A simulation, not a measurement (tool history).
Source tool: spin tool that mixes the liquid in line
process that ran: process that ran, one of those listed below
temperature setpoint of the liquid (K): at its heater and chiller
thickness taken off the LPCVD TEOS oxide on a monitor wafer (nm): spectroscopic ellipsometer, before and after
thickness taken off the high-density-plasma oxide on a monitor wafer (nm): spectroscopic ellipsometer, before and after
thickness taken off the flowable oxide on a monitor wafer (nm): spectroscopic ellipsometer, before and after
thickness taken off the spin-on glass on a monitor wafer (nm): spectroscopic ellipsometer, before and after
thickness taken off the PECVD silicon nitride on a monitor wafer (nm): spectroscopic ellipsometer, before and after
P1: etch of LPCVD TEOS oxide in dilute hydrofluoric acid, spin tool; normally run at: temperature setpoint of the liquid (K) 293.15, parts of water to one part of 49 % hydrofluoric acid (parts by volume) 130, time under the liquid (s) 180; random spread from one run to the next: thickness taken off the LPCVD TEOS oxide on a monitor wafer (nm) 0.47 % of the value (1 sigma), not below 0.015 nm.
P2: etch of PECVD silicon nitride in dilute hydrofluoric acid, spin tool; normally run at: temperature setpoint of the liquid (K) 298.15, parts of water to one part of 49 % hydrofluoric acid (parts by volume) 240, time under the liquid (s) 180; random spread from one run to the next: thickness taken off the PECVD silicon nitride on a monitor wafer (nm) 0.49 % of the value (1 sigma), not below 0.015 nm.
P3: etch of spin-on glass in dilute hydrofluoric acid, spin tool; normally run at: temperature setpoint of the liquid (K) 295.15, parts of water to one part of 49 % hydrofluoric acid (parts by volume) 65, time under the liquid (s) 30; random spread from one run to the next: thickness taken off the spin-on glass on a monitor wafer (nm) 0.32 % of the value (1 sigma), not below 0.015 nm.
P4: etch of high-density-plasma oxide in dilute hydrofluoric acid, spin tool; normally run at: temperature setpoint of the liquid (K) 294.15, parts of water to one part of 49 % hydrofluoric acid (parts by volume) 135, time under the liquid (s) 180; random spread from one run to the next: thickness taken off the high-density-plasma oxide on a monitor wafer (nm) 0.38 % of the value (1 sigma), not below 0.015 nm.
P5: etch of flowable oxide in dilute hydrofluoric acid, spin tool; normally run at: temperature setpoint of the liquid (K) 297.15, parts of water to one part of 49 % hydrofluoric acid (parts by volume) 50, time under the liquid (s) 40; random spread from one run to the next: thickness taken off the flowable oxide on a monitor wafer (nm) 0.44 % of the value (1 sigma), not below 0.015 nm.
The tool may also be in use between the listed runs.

run   hour  process that ran  temperature setpoint of the liquid (K)  parts of water to one part of 49 % hydrofluoric acid (parts by volume)  time under the liquid (s)  thickness taken off the LPCVD TEOS oxide on a monitor wafer (nm)  thickness taken off the high-density-plasma oxide on a monitor wafer (nm)  thickness taken off the flowable oxide on a monitor wafer (nm)  thickness taken off the spin-on glass on a monitor wafer (nm)  thickness taken off the PECVD silicon nitride on a monitor wafer (nm)
  1    2.8                P1                                  293.15                                                                     130                        180                                                           27.8050
  2    5.0                P4                                  294.15                                                                     215                        180                                                                                                                                       3.5055
  3    9.2                P5                                  303.15                                                                      50                         40                                                                                                                                                                                                       59.564
      10.3  -- hydrofluoric acid flow meter replaced
  4   12.7                P1                                  296.65                                                                      55                        180                                                           82.4850
  5   15.3                P5                                  297.15                                                                      50                         70                                                                                                                                                                                                       81.917
  6   17.2                P3                                  290.15                                                                      65                         30                                                                                                                                                                                                                                                                      8.8309
  7   21.1                P1                                  293.15                                                                     130                        180                                                           27.8950
  8   24.3                P1                                  293.15                                                                      60                        310                                                          112.0600
  9   27.6                P1                                  293.15                                                                      35                        180                                                          114.9200
 10   31.8                P2                                  298.15                                                                      75                        180                                                                                                                                                                                                                                                                                                                                            14.5280
 11   34.9                P4                                  300.15                                                                     135                        180                                                                                                                                       7.5955
 12   36.9                P1                                  298.65                                                                     130                        180                                                           34.2580
 13   40.0                P3                                  295.15                                                                      65                         45                                                                                                                                                                                                                                                                     16.3530
 14   43.2                P4                                  294.15                                                                     135                        310                                                                                                                                      10.3840
 15   45.2                P1                                  293.15                                                                     130                        180                                                           27.7210
 16   47.6                P2                                  298.15                                                                     240                        180                                                                                                                                                                                                                                                                                                                                             4.5987
 17   49.5                P1                                  293.15                                                                     130                        180                                                           27.8520
 18   52.5                P1                                  290.15                                                                     130                        180                                                           24.4860
 19   56.4                P3                                  295.15                                                                      65                         30                                                                                                                                                                                                                                                                     10.8360
 20   58.9                P3                                  295.15                                                                      35                         30                                                                                                                                                                                                                                                                     20.9380
 21   61.6                P1                                  290.15                                                                     170                        180                                                           18.0310
 22   64.8                P1                                  293.15                                                                     130                         40                                                            6.1231
 23   66.7                P4                                  294.15                                                                     135                        180                                                                                                                                       6.0514
 24   68.8                P1                                  293.15                                                                     225                        180                                                           14.6130
 25   71.3                P2                                  303.65                                                                     240                        180                                                                                                                                                                                                                                                                                                                                             6.4199
 26   74.8                P1                                  293.15                                                                     130                        180                                                           27.7800
 27   77.8                P1                                  293.15                                                                     130                        290                                                           44.7980
 28   81.4                P1                                  293.15                                                                     130                        180                                                           27.5970
 29   85.0                P4                                  294.15                                                                     135                        180                                                                                                                                       6.0454
 30   87.5                P5                                  297.15                                                                      50                         40                                                                                                                                                                                                       47.087
 31   89.7                P2                                  298.15                                                                     240                        300                                                                                                                                                                                                                                                                                                                                             7.7230
 32   91.5                P5                                  297.15                                                                      70                         40                                                                                                                                                                                                       32.471
 33   94.6                P3                                  295.15                                                                      65                         30                                                                                                                                                                                                                                                                     10.8780
 34   98.7                P1                                  293.15                                                                     130                        180                                                           27.7950
 35  100.6                P1                                  293.15                                                                     130                        180                                                           27.6510
 36  104.7                P1                                  293.15                                                                     130                        180                                                           28.7320
 37  107.8                P1                                  293.15                                                                     130                        180                                                           29.3000
 38  110.3                P1                                  293.15                                                                     130                        180                                                           29.3480
 39  112.7                P1                                  293.15                                                                     130                        180                                                           29.4170
 40  115.8                P1                                  293.15                                                                     130                        180                                                           29.7300
 41  118.6                P1                                  293.15                                                                     130                        180                                                           29.6440
 42  121.3                P1                                  293.15                                                                     130                        180                                                           29.9370
 43  124.0                P1                                  293.15                                                                     130                        180                                                           29.9020
 44  125.9                P1                                  293.15                                                                     130                        180                                                           29.6260
 45  128.5                P1                                  293.15                                                                     130                        180                                                           29.7660

What P1 gives has crept away from where it was. These 2 causes fit the log equally well, each at the size given:
A: hydrofluoric acid flow above the setpoint (%) = 6.59
B: liquid hotter than its thermometer reads (K) = 1.82
At approximately hour 100.6, the process output began to creep.

Which of the 4 check runs listed below separates the causes, so that each cause would produce a clearly different result? Each run uses one wafer, and its results are marked with question marks.
check 1  131.1                P2                                  298.15                                                                     240                        180                                                                                                                                                                                                                                                                                                                                                  ?
check 2  131.1                P5                                  297.15                                                                      50                         40                                                                                                                                                                                                            ?
check 3  131.1                P3                                  295.15                                                                      65                         30                                                                                                                                                                                                                                                                           ?
check 4  131.1                P4                                  294.15                                                                     135                        180                                                                                                                                            ?

Predicted outcomes, by check and by cause:
  check                                                                     result     if A     if B
check 1      thickness taken off the PECVD silicon nitride on a monitor wafer (nm)   4.9100   5.1503
check 2             thickness taken off the flowable oxide on a monitor wafer (nm)   50.229   50.555
check 3              thickness taken off the spin-on glass on a monitor wafer (nm)  11.6470  11.7150
check 4  thickness taken off the high-density-plasma oxide on a monitor wafer (nm)   6.4991   6.4912
Per check, the gap between the least separated pair of causes, taken in the result that splits them most: check 1 4.78 %; check 2 0.65 %; check 3 0.59 %; check 4 0.12 %
Check 1 distinguishes between the causes, while the remaining checks would return nearly the same result for all of them.

After running check 1, the following was obtained: thickness taken off the PECVD silicon nitride on a monitor wafer (nm) 5.1872. Which cause does this point to?

Of the candidate causes, it is B: liquid hotter than its thermometer reads (K).
